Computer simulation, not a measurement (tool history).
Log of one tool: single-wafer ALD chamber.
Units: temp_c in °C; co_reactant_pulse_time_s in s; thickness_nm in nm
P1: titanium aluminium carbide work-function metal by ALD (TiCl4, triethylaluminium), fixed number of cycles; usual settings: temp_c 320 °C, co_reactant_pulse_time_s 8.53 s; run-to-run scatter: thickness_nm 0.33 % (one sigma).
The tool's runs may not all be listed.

run	hour	temp_c	co_reactant_pulse_time_s	hours since the last thermocouple change	hours since the last triethylaluminium bottle change	thickness_nm
1	3.1	320	8.53	925.7	1087.1	2.1634
2	8.6	320	3.28	931.2	1092.6	1.5348
3	13.4	320	8.53	936.0	1097.4	2.1373
4	16.5	320	8.53	939.1	1100.5	2.1489
5	21.2	320	8.53	943.8	1105.2	2.1528
6	26.4	296	8.53	949.0	1110.4	1.9436
7	29.9	320	8.53	952.5	1113.9	2.1580
8	36.4	307	13.31	959.0	1120.4	2.1227
9	43.4	320	8.53	966.0	1127.4	2.1501
10	49.9	320	11.74	972.5	1133.9	2.2370

Forecast run 11:
11	55.1	331	8.53	977.7	1139.1	?

{"run 11": {"thickness_nm": 2.2478}}

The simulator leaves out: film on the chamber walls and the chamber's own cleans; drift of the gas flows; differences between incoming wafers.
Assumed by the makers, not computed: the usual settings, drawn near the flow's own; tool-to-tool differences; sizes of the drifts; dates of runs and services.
